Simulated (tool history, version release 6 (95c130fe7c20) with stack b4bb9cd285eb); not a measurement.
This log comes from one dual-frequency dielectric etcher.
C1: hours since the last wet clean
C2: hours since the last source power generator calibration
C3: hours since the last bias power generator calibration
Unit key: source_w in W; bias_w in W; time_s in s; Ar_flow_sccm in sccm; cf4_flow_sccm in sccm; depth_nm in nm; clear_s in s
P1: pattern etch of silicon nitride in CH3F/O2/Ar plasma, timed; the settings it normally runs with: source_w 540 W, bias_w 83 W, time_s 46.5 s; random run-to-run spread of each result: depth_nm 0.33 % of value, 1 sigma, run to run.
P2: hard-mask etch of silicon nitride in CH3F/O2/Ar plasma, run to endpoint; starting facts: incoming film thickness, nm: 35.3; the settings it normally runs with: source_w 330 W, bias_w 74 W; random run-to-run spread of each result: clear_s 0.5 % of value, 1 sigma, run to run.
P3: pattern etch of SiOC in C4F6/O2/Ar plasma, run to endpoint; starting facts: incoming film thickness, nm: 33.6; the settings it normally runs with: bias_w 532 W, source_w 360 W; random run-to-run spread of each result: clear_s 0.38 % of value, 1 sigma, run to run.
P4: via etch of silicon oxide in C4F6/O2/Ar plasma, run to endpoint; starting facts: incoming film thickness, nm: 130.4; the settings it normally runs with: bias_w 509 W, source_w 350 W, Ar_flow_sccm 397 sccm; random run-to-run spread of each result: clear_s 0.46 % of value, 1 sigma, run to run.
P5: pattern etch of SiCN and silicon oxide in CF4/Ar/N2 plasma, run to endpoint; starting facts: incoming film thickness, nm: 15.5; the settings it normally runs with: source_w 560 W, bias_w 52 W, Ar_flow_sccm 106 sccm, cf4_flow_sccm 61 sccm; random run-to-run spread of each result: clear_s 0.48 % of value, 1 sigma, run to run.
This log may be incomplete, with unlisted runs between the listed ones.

run 1 hour=6.2 | process=P1 source_w=540 bias_w=83 time_s=46.5 | C1=227.5 C2=2519.4 C3=585.2 | depth_nm=38.337
run 2 hour=11.1 | process=P1 source_w=700 bias_w=83 time_s=46.5 | C1=232.4 C2=2524.3 C3=590.1 | depth_nm=42.2
run 3 hour=20.3 | process=P2 source_w=330 bias_w=55 | C1=241.6 C2=2533.5 C3=599.3 | clear_s=60.208
run 4 hour=24.7 | process=P5 source_w=560 bias_w=52 Ar_flow_sccm=106 cf4_flow_sccm=37 | C1=246 C2=2537.9 C3=603.7 | clear_s=18.514
run 5 hour=32 | process=P2 source_w=460 bias_w=74 | C1=253.3 C2=2545.2 C3=611 | clear_s=47.841
run 6 hour=39.4 | process=P4 source_w=350 bias_w=509 Ar_flow_sccm=397 | C1=260.7 C2=2552.6 C3=618.4 | clear_s=30.462
run 7 hour=49.5 | process=P1 source_w=540 bias_w=83 time_s=35.5 | C1=270.8 C2=2562.7 C3=628.5 | depth_nm=29.09
run 8 hour=59.3 | process=P5 source_w=560 bias_w=52 Ar_flow_sccm=106 cf4_flow_sccm=61 | C1=280.6 C2=2572.5 C3=638.3 | clear_s=16.815
run 9 hour=68.1 | process=P3 source_w=360 bias_w=715 | C1=289.4 C2=2581.3 C3=647.1 | clear_s=9.913
run 10 hour=74.9 | process=P3 source_w=460 bias_w=532 | C1=296.2 C2=2588.1 C3=653.9 | clear_s=10.161
run 11 hour=82.7 | process=P4 source_w=480 bias_w=509 Ar_flow_sccm=397 | C1=304 C2=2595.9 C3=661.7 | clear_s=27.151
run 12 hour=89.3 | process=P1 source_w=540 bias_w=52 time_s=36.5 | C1=310.6 C2=2602.5 C3=668.3 | depth_nm=25.698
run 13 hour=96.5 | process=P1 source_w=400 bias_w=83 time_s=46.5 | C1=317.8 C2=2609.7 C3=675.5 | depth_nm=34.151
run 14 hour=103.4 | process=P1 source_w=540 bias_w=83 time_s=46.5 | C1=324.7 C2=2616.6 C3=682.4 | depth_nm=38.352
run 15 hour=109.3 | process=P1 source_w=540 bias_w=83 time_s=46.5 | C1=330.6 C2=2622.5 C3=688.3 | depth_nm=38.119
run 16 hour=113.9 | process=P1 source_w=420 bias_w=66 time_s=46.5 | C1=335.2 C2=2627.1 C3=692.9 | depth_nm=32.182
run 17 hour=119.5 | process=P1 source_w=540 bias_w=105 time_s=46.5 | C1=340.8 C2=2632.7 C3=698.5 | depth_nm=41.604
run 18 hour=126.8 | process=P1 source_w=540 bias_w=49 time_s=46.5 | C1=348.1 C2=2640 C3=705.8 | depth_nm=32.033
run 19 hour=131.3 | process=P3 source_w=360 bias_w=532 | C1=352.6 C2=2644.5 C3=710.3 | clear_s=11.081
run 20 hour=136.6 | process=P5 source_w=690 bias_w=52 Ar_flow_sccm=106 cf4_flow_sccm=61 | C1=357.9 C2=2649.8 C3=715.6 | clear_s=13.975
run 21 hour=144.3 | process=P4 source_w=350 bias_w=509 Ar_flow_sccm=490 | C1=365.6 C2=2657.5 C3=723.3 | clear_s=31.109
run 22 hour=154.1 | process=P2 source_w=330 bias_w=74 | C1=375.4 C2=2667.3 C3=733.1 | clear_s=54.098
run 23 hour=159.5 | process=P1 source_w=540 bias_w=83 time_s=46.5 | C1=380.8 C2=2672.7 C3=738.5 | depth_nm=38.477
run 24 hour=166.3 | process=P5 source_w=560 bias_w=69 Ar_flow_sccm=106 cf4_flow_sccm=61 | C1=387.6 C2=2679.5 C3=745.3 | clear_s=15.382
run 25 hour=171.8 | process=P3 source_w=360 bias_w=532 | C1=393.1 C2=2685 C3=750.8 | clear_s=11.169
run 26 hour=179.8 | process=P5 source_w=560 bias_w=52 Ar_flow_sccm=128 cf4_flow_sccm=61 | C1=401.1 C2=2693 C3=758.8 | clear_s=17.519
run 27 hour=185 | process=P1 source_w=540 bias_w=83 time_s=69.5 | C1=406.3 C2=2698.2 C3=764 | depth_nm=57.066
run 28 hour=194.7 | process=P2 source_w=330 bias_w=74 | C1=416 C2=2707.9 C3=773.7 | clear_s=54.122
run 29 hour=201.9 | process=P1 source_w=440 bias_w=83 time_s=34 | C1=423.2 C2=2715.1 C3=780.9 | depth_nm=25.815
run 30 hour=206.6 | process=P4 source_w=350 bias_w=368 Ar_flow_sccm=397 | C1=427.9 C2=2719.8 C3=785.6 | clear_s=34.638
run 31 hour=213.7 | process=P1 source_w=540 bias_w=83 time_s=46.5 | C1=435 C2=2726.9 C3=792.7 | depth_nm=38.206
run 32 hour=218.6 | process=P1 source_w=540 bias_w=83 time_s=46.5 | C1=439.9 C2=2731.8 C3=797.6 | depth_nm=37.935
run 33 hour=224.3 | process=P1 source_w=540 bias_w=83 time_s=46.5 | C1=445.6 C2=2737.5 C3=803.3 | depth_nm=37.768
-- hour=232 wet clean of the chamber
run 34 hour=233.5 | process=P1 source_w=540 bias_w=83 time_s=46.5 | C1=1.6 C2=2746.7 C3=812.5 | depth_nm=37.617
run 35 hour=239 | process=P1 source_w=540 bias_w=83 time_s=46.5 | C1=7.1 C2=2752.2 C3=818 | depth_nm=37.638
run 36 hour=244.9 | process=P1 source_w=540 bias_w=83 time_s=46.5 | C1=13 C2=2758.1 C3=823.9 | depth_nm=37.622
run 37 hour=251.2 | process=P1 source_w=540 bias_w=83 time_s=46.5 | C1=19.3 C2=2764.4 C3=830.2 | depth_nm=37.555

The log shows P1 creeping away from where it was. Any of the 2 causes listed here, at the size stated for it, fits the log just as well as the others:
A: bias power that arrives under what is set, % = 4.7
B: source power that arrives under what is set, % = 4.28
The gradual shift began around hour 213.7.
Why every other cause is out:
chamber walls in a state that lowers the etch rate, %: work on it at hour 232, done after the drift set in, did not restore what the process gave before

Below are 4 check runs, each averaged over 3 wafers, with their results shown as question marks. Which of them would give clearly different results depending on which cause is behind the drift?
run check 1 hour=257.5 | process=P2 source_w=330 bias_w=74 | clear_s=?
run check 2 hour=257.5 | process=P4 source_w=350 bias_w=509 Ar_flow_sccm=397 | clear_s=?
run check 3 hour=257.5 | process=P3 source_w=360 bias_w=532 | clear_s=?
run check 4 hour=257.5 | process=P5 source_w=560 bias_w=52 Ar_flow_sccm=106 cf4_flow_sccm=61 | clear_s=?

Predicted outcomes, by check and by cause:
check=check_1 result=clear_s if_A=54.893 if_B=54.878
check=check_2 result=clear_s if_A=30.979 if_B=30.916
check=check_3 result=clear_s if_A=11.334 if_B=11.31
check=check_4 result=clear_s if_A=17.165 if_B=17.577
Separation of the two closest causes in each check, using whichever result separates them best: check 1 0.03 %; check 2 0.2 %; check 3 0.21 %; check 4 2.37 %
Only in check 4 would the causes give clearly different results; in the remaining checks their results would be nearly the same.

After running check 4, the following was obtained: clear_s 17.554 s. Which cause does this point to?

It was cause B: source power that arrives under what is set, %.
